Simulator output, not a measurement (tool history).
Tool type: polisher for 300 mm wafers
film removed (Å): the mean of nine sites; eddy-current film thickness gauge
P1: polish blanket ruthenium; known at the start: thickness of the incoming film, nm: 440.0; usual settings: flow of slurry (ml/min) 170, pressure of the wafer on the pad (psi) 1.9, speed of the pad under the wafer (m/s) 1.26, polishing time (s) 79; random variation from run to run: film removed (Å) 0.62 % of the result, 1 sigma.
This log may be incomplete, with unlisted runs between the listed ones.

run	hour	flow of slurry (ml/min)	pressure of the wafer on the pad (psi)	speed of the pad under the wafer (m/s)	polishing time (s)	wafers polished on this pad	hours since the slurry nozzle was cleaned	hours since the head pressure was calibrated	film removed (Å)
1	5	170	1.9	1.26	79	148	320.1	308.1	909.74
2	10.5	170	1.9	1.26	79	194	325.6	313.6	910.84
3	15.5	100	1.9	1.26	79	237	330.6	318.6	828.63
4	19.7	170	1.9	1.26	79	272	334.8	322.8	918.58
5	23	170	2.7	1.26	79	300	338.1	326.1	1305.6
6	28.6	170	1.9	1.88	79	348	343.7	331.7	1364.2
7	33	170	1.1	0.96	79	385	348.1	336.1	405.35
8	38	170	0.9	1.26	79	428	353.1	341.1	428.51
9	44.9	170	1.9	1.26	79	487	360	348	912.99
10	50.7	170	1.9	1.26	42	536	365.8	353.8	486.1
11	55	250	1.9	1.26	79	572	370.1	358.1	969.9
12	59.8	170	1.9	0.62	79	613	374.9	362.9	451.44
13	64.5	170	1.9	1.26	110	653	379.6	367.6	1268.3
14	68	170	1.9	1.26	79	683	383.1	371.1	913.74
15	74.9	170	1.9	1.26	79	741	390	378	916.19
16	79	170	1.9	1.26	79	776	394.1	382.1	892.14
17	85.2	170	1.9	1.26	79	829	400.3	388.3	883
18	90.7	170	1.9	1.26	79	876	405.8	393.8	863.67

What will run 19 give?
19	96.3	170	1.9	1.26	79	923	411.4	399.4	?

film removed (Å): 863.35

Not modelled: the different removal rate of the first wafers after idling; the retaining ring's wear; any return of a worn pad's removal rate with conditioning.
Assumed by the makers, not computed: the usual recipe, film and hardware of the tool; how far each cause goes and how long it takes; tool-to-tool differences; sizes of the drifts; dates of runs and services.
